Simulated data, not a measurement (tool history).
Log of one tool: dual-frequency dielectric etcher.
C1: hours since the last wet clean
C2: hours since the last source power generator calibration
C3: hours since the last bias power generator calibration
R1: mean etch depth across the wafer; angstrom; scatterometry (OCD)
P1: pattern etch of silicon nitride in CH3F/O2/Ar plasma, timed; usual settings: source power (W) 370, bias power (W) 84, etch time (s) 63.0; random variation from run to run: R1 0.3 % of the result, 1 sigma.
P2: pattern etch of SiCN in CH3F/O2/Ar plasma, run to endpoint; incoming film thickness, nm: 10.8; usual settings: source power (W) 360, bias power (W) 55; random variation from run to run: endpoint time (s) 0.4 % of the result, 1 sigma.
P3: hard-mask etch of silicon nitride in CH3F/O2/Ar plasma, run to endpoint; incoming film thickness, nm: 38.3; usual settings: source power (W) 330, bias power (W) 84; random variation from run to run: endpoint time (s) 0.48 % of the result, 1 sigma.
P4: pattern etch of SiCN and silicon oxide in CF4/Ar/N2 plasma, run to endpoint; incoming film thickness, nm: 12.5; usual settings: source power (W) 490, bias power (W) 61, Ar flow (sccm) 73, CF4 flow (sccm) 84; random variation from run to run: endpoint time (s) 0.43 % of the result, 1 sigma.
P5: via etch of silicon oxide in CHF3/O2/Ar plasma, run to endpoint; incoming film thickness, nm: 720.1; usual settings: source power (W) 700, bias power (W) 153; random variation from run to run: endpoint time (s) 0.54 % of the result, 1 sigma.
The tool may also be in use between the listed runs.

{"run": 1, "day": 0.562, "process that ran": "P1", "source power (W)": 370, "bias power (W)": 84, "etch time (s)": 63.0, "C1": 203.9, "C2": 1899.1, "C3": 3115.6, "R1": 455.82}
{"run": 2, "day": 0.988, "process that ran": "P3", "source power (W)": 330, "bias power (W)": 61, "C1": 214.1, "C2": 1909.3, "C3": 3125.8, "endpoint time (s)": 65.485}
{"run": 3, "day": 1.429, "process that ran": "P5", "source power (W)": 700, "bias power (W)": 153, "C1": 224.7, "C2": 1919.9, "C3": 3136.4, "endpoint time (s)": 353.91}
{"run": 4, "day": 1.875, "process that ran": "P4", "source power (W)": 490, "bias power (W)": 61, "Ar flow (sccm)": 73, "CF4 flow (sccm)": 117, "C1": 235.4, "C2": 1930.6, "C3": 3147.1, "endpoint time (s)": 12.467}
{"run": 5, "day": 2.25, "process that ran": "P1", "source power (W)": 370, "bias power (W)": 84, "etch time (s)": 63.0, "C1": 244.4, "C2": 1939.6, "C3": 3156.1, "R1": 455.43}
{"run": 6, "day": 2.762, "process that ran": "P3", "source power (W)": 230, "bias power (W)": 84, "C1": 256.7, "C2": 1951.9, "C3": 3168.4, "endpoint time (s)": 66.845}
{"run": 7, "day": 3.092, "process that ran": "P5", "source power (W)": 530, "bias power (W)": 153, "C1": 264.6, "C2": 1959.8, "C3": 3176.3, "endpoint time (s)": 387.4}
{"run": 8, "day": 3.421, "process that ran": "P1", "source power (W)": 220, "bias power (W)": 84, "etch time (s)": 63.0, "C1": 272.5, "C2": 1967.7, "C3": 3184.2, "R1": 371.8}
{"run": 9, "day": 3.875, "process that ran": "P2", "source power (W)": 360, "bias power (W)": 55, "C1": 283.4, "C2": 1978.6, "C3": 3195.1, "endpoint time (s)": 32.84}
{"run": 10, "day": 4.354, "process that ran": "P1", "source power (W)": 370, "bias power (W)": 110, "etch time (s)": 63.0, "C1": 294.9, "C2": 1990.1, "C3": 3206.6, "R1": 500.74}
{"run": 11, "day": 4.875, "process that ran": "P1", "source power (W)": 370, "bias power (W)": 84, "etch time (s)": 63.0, "C1": 307.4, "C2": 2002.6, "C3": 3219.1, "R1": 455.07}
{"run": 12, "day": 5.204, "process that ran": "P4", "source power (W)": 360, "bias power (W)": 61, "Ar flow (sccm)": 73, "CF4 flow (sccm)": 84, "C1": 315.3, "C2": 2010.5, "C3": 3227.0, "endpoint time (s)": 17.233}
{"run": 13, "day": 5.562, "process that ran": "P2", "source power (W)": 360, "bias power (W)": 36, "C1": 323.9, "C2": 2019.1, "C3": 3235.6, "endpoint time (s)": 37.48}
{"run": 14, "day": 6.033, "process that ran": "P1", "source power (W)": 370, "bias power (W)": 84, "etch time (s)": 40.5, "C1": 335.2, "C2": 2030.4, "C3": 3246.9, "R1": 290.99}
{"run": 15, "day": 6.35, "process that ran": "P5", "source power (W)": 700, "bias power (W)": 153, "C1": 342.8, "C2": 2038.0, "C3": 3254.5, "endpoint time (s)": 346.7}
{"run": 16, "day": 6.921, "process that ran": "P1", "source power (W)": 510, "bias power (W)": 84, "etch time (s)": 63.0, "C1": 356.5, "C2": 2051.7, "C3": 3268.2, "R1": 511.03}
{"run": 17, "day": 7.375, "process that ran": "P5", "source power (W)": 700, "bias power (W)": 197, "C1": 367.4, "C2": 2062.6, "C3": 3279.1, "endpoint time (s)": 323.77}
{"run": 18, "day": 7.967, "process that ran": "P2", "source power (W)": 480, "bias power (W)": 55, "C1": 381.6, "C2": 2076.8, "C3": 3293.3, "endpoint time (s)": 29.406}
{"run": 19, "day": 8.388, "process that ran": "P1", "source power (W)": 300, "bias power (W)": 104, "etch time (s)": 63.0, "C1": 391.7, "C2": 2086.9, "C3": 3303.4, "R1": 456.51}
{"run": 20, "day": 8.696, "process that ran": "P3", "source power (W)": 330, "bias power (W)": 84, "C1": 399.1, "C2": 2094.3, "C3": 3310.8, "endpoint time (s)": 58.405}
{"run": 21, "day": 9.225, "process that ran": "P1", "source power (W)": 370, "bias power (W)": 84, "etch time (s)": 80.0, "C1": 411.8, "C2": 2107.0, "C3": 3323.5, "R1": 577.47}
{"run": 22, "day": 9.679, "process that ran": "P4", "source power (W)": 490, "bias power (W)": 61, "Ar flow (sccm)": 50, "CF4 flow (sccm)": 84, "C1": 422.7, "C2": 2117.9, "C3": 3334.4, "endpoint time (s)": 12.476}
{"run": 23, "day": 10.267, "process that ran": "P3", "source power (W)": 330, "bias power (W)": 84, "C1": 436.8, "C2": 2132.0, "C3": 3348.5, "endpoint time (s)": 58.313}
{"run": 24, "day": 10.671, "process that ran": "P1", "source power (W)": 370, "bias power (W)": 84, "etch time (s)": 63.0, "C1": 446.5, "C2": 2141.7, "C3": 3358.2, "R1": 450.64}
{"day": 10.733, "done": "wet clean of the chamber"}
{"run": 25, "day": 11.183, "process that ran": "P1", "source power (W)": 370, "bias power (W)": 84, "etch time (s)": 63.0, "C1": 10.8, "C2": 2154.0, "C3": 3370.5, "R1": 456.9}
{"run": 26, "day": 11.479, "process that ran": "P4", "source power (W)": 490, "bias power (W)": 83, "Ar flow (sccm)": 73, "CF4 flow (sccm)": 84, "C1": 17.9, "C2": 2161.1, "C3": 3377.6, "endpoint time (s)": 11.936}
{"run": 27, "day": 12.021, "process that ran": "P1", "source power (W)": 370, "bias power (W)": 51, "etch time (s)": 63.0, "C1": 30.9, "C2": 2174.1, "C3": 3390.6, "R1": 385.05}
{"run": 28, "day": 12.417, "process that ran": "P4", "source power (W)": 490, "bias power (W)": 61, "Ar flow (sccm)": 73, "CF4 flow (sccm)": 84, "C1": 40.4, "C2": 2183.6, "C3": 3400.1, "endpoint time (s)": 13.093}
{"run": 29, "day": 13.008, "process that ran": "P1", "source power (W)": 370, "bias power (W)": 84, "etch time (s)": 63.0, "C1": 54.6, "C2": 2197.8, "C3": 3414.3, "R1": 455.62}
{"run": 30, "day": 13.646, "process that ran": "P1", "source power (W)": 370, "bias power (W)": 84, "etch time (s)": 63.0, "C1": 69.9, "C2": 2213.1, "C3": 3429.6, "R1": 457.74}
{"run": 31, "day": 13.996, "process that ran": "P1", "source power (W)": 370, "bias power (W)": 84, "etch time (s)": 63.0, "C1": 78.3, "C2": 2221.5, "C3": 3438.0, "R1": 460.06}
{"run": 32, "day": 14.588, "process that ran": "P1", "source power (W)": 370, "bias power (W)": 84, "etch time (s)": 63.0, "C1": 92.5, "C2": 2235.7, "C3": 3452.2, "R1": 460.75}
{"day": 14.688, "done": "wet clean of the chamber"}
{"run": 33, "day": 15.167, "process that ran": "P1", "source power (W)": 370, "bias power (W)": 84, "etch time (s)": 63.0, "C1": 11.6, "C2": 2249.6, "C3": 3466.1, "R1": 461.49}
{"run": 34, "day": 15.521, "process that ran": "P1", "source power (W)": 370, "bias power (W)": 84, "etch time (s)": 63.0, "C1": 20.1, "C2": 2258.1, "C3": 3474.6, "R1": 461.72}
{"run": 35, "day": 16.062, "process that ran": "P1", "source power (W)": 370, "bias power (W)": 84, "etch time (s)": 63.0, "C1": 33.1, "C2": 2271.1, "C3": 3487.6, "R1": 462.14}
{"run": 36, "day": 16.479, "process that ran": "P1", "source power (W)": 370, "bias power (W)": 84, "etch time (s)": 63.0, "C1": 43.1, "C2": 2281.1, "C3": 3497.6, "R1": 461.68}

What P1 gives has crept away from where it was. These 2 causes fit the log equally well, each at the size given:
A: bias power that arrives over what is set, % = 4.34
B: source power that arrives over what is set, % = 4.13
The creep began at about day 13.008.
Why every other cause is out:
chamber walls in a state that raises the etch rate, %: serviced at day 14.688, which brought nothing back

4 check runs are offered, each on 2 wafers whose results are averaged, their results left as question marks. Which one tells the causes apart?
{"run": "check 1", "day": 16.896, "process that ran": "P4", "source power (W)": 490, "bias power (W)": 61, "Ar flow (sccm)": 73, "CF4 flow (sccm)": 84, "endpoint time (s)": "?"}
{"run": "check 2", "day": 16.896, "process that ran": "P2", "source power (W)": 360, "bias power (W)": 55, "endpoint time (s)": "?"}
{"run": "check 3", "day": 16.896, "process that ran": "P5", "source power (W)": 700, "bias power (W)": 153, "endpoint time (s)": "?"}
{"run": "check 4", "day": 16.896, "process that ran": "P3", "source power (W)": 330, "bias power (W)": 84, "endpoint time (s)": "?"}

What each check would give under each cause:
check=check_1 result=endpoint_time_(s) if_A=12.936 if_B=12.637
check=check_2 result=endpoint_time_(s) if_A=32.368 if_B=32.330
check=check_3 result=endpoint_time_(s) if_A=346.000 if_B=345.310
check=check_4 result=endpoint_time_(s) if_A=57.479 if_B=57.489
How far apart the two closest causes lie, in the result that separates them most: check 1 2.34 %; check 2 0.12 %; check 3 0.2 %; check 4 0.02 %
Only check 1 tells the causes apart: in the others they would give nearly the same result.

Then check 1 was run and gave: endpoint time (s) 12.939. Which cause is it?

It is A: bias power that arrives over what is set, %.
